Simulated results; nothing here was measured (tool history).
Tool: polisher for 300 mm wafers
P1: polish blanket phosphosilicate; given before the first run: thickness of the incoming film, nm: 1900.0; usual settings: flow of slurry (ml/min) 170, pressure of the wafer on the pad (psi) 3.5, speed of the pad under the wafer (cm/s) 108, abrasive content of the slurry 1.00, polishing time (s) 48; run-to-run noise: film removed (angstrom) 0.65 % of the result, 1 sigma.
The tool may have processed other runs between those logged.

| run | hour | flow of slurry (ml/min) | pressure of the wafer on the pad (psi) | speed of the pad under the wafer (cm/s) | abrasive content of the slurry | polishing time (s) | wafers polished on this pad | hours since the slurry nozzle was cleaned | hours since the head pressure was calibrated | hours since the slurry blender was calibrated | hours since the conditioning disc was replaced | film removed (angstrom) |
|---|---|---|---|---|---|---|---|---|---|---|---|---|
| 1 | 5.8 | 170 | 3.5 | 108 | 1.00 | 48 | 977 | 79.4 | 829.6 | 94.4 | 195.0 | 4606.4 |
| 2 | 16.5 | 170 | 3.5 | 48 | 1.00 | 48 | 1072 | 90.1 | 840.3 | 105.1 | 205.7 | 2413.0 |
| 3 | 23.6 | 170 | 3.5 | 108 | 1.00 | 76 | 1135 | 97.2 | 847.4 | 112.2 | 212.8 | 7353.1 |
| 4 | 29.6 | 170 | 4.9 | 108 | 1.00 | 74 | 1189 | 103.2 | 853.4 | 118.2 | 218.8 | 10064.0 |
| 5 | 37.4 | 170 | 5.3 | 108 | 1.00 | 48 | 1258 | 111.0 | 861.2 | 126.0 | 226.6 | 7050.4 |
|  | 42.5 | head pressure recalibrated |
| 6 | 48.5 | 170 | 3.5 | 108 | 1.00 | 48 | 1357 | 122.1 | 6.0 | 137.1 | 237.7 | 4664.2 |
|  | 52.4 | worn pad replaced by a new one |
| 7 | 60.4 | 170 | 3.5 | 108 | 1.00 | 48 | 71 | 134.0 | 17.9 | 149.0 | 249.6 | 4637.0 |
| 8 | 68.9 | 170 | 3.5 | 108 | 1.00 | 22 | 147 | 142.5 | 26.4 | 157.5 | 258.1 | 2119.2 |
| 9 | 79.9 | 170 | 1.8 | 108 | 1.00 | 48 | 245 | 153.5 | 37.4 | 168.5 | 269.1 | 2385.9 |
| 10 | 90.0 | 170 | 3.5 | 108 | 1.35 | 48 | 334 | 163.6 | 47.5 | 178.6 | 279.2 | 5228.8 |
| 11 | 97.8 | 170 | 3.5 | 108 | 0.60 | 48 | 404 | 171.4 | 55.3 | 186.4 | 287.0 | 3526.9 |
| 12 | 109.5 | 170 | 5.4 | 108 | 1.00 | 30 | 508 | 183.1 | 67.0 | 198.1 | 298.7 | 4488.2 |
| 13 | 121.4 | 170 | 3.5 | 108 | 1.45 | 34 | 614 | 195.0 | 78.9 | 210.0 | 310.6 | 3831.1 |
| 14 | 133.2 | 265 | 3.5 | 108 | 1.00 | 48 | 719 | 206.8 | 90.7 | 221.8 | 322.4 | 4957.0 |
| 15 | 143.7 | 170 | 3.5 | 108 | 1.00 | 48 | 812 | 217.3 | 101.2 | 232.3 | 332.9 | 4688.3 |
| 16 | 154.4 | 100 | 3.5 | 108 | 1.00 | 48 | 907 | 228.0 | 111.9 | 243.0 | 343.6 | 4265.1 |
| 17 | 164.9 | 170 | 3.5 | 108 | 1.00 | 48 | 1001 | 238.5 | 122.4 | 253.5 | 354.1 | 4681.4 |
| 18 | 171.4 | 170 | 3.5 | 172 | 1.00 | 48 | 1059 | 245.0 | 128.9 | 260.0 | 360.6 | 6713.8 |
| 19 | 180.4 | 170 | 3.5 | 108 | 1.00 | 48 | 1139 | 254.0 | 137.9 | 269.0 | 369.6 | 4621.8 |
| 20 | 189.3 | 170 | 3.5 | 108 | 1.00 | 48 | 1218 | 262.9 | 146.8 | 277.9 | 378.5 | 4574.2 |
| 21 | 197.8 | 170 | 3.5 | 108 | 1.00 | 48 | 1294 | 271.4 | 155.3 | 286.4 | 387.0 | 4414.7 |
| 22 | 206.9 | 170 | 3.5 | 108 | 1.00 | 48 | 1375 | 280.5 | 164.4 | 295.5 | 396.1 | 4388.9 |
| 23 | 213.2 | 170 | 3.5 | 108 | 1.00 | 48 | 1431 | 286.8 | 170.7 | 301.8 | 402.4 | 4341.9 |
| 24 | 225.9 | 170 | 3.5 | 108 | 1.00 | 48 | 1544 | 299.5 | 183.4 | 314.5 | 415.1 | 4293.7 |
|  | 227.6 | worn pad replaced by a new one |
| 25 | 234.4 | 170 | 3.5 | 108 | 1.00 | 48 | 60 | 308.0 | 191.9 | 323.0 | 423.6 | 4254.0 |
|  | 244.3 | conditioning disc replaced and pad reconditioned |
| 26 | 246.4 | 170 | 3.5 | 108 | 1.00 | 48 | 167 | 320.0 | 203.9 | 335.0 | 2.2 | 4289.2 |
| 27 | 256.7 | 170 | 3.5 | 108 | 1.00 | 48 | 259 | 330.3 | 214.2 | 345.3 | 12.5 | 4235.2 |
| 28 | 267.9 | 170 | 3.5 | 108 | 1.00 | 48 | 358 | 341.5 | 225.4 | 356.5 | 23.7 | 4239.0 |

What P1 gives has crept away from where it was. These 3 causes fit the log equally well, each at the size given:
A: head's pressure below its setpoint, % = 8.29
B: abrasive missing from the slurry, % = 16.6
C: slurry flow missing at the pad, % = 36.4
The drift started at roughly hour 180.4.
Every other cause this tool's parts could produce, and why it does not fit the log:
removal rate lost through wear of the pad, %: serviced at hour 227.6, which brought nothing back
time polished since the conditioner stopped cutting, s: serviced at hour 244.3, which brought nothing back

Of the 4 check runs below, each run on 5 wafers with the results averaged and each result still a question mark, which one would tell the listed causes apart?
| check 1 | 279.1 | 170 | 2.2 | 108 | 1.00 | 48 |  |  |  |  |  | ? |
| check 2 | 279.1 | 220 | 4.9 | 108 | 1.00 | 48 |  |  |  |  |  | ? |
| check 3 | 279.1 | 170 | 3.5 | 168 | 1.00 | 48 |  |  |  |  |  | ? |
| check 4 | 279.1 | 260 | 3.5 | 108 | 0.60 | 48 |  |  |  |  |  | ? |

Check results expected under each cause:
| check | result | if A | if B | if C |
|---|---|---|---|---|
| check 1 | film removed (angstrom) | 2681.0 | 2680.8 | 2680.9 |
| check 2 | film removed (angstrom) | 6186.1 | 6185.7 | 6300.2 |
| check 3 | film removed (angstrom) | 6073.6 | 6073.2 | 6073.4 |
| check 4 | film removed (angstrom) | 3455.1 | 3376.7 | 3553.8 |
Per check, the gap between the least separated pair of causes, taken in the result that splits them most: check 1 0 %; check 2 0.01 %; check 3 0 %; check 4 2.3 %
Check 4 tells the causes apart: in the others they would give nearly the same result.

Here is what check 4 returned: film removed (angstrom) 3374.4. Which cause is it?

It was cause B: abrasive missing from the slurry, %.
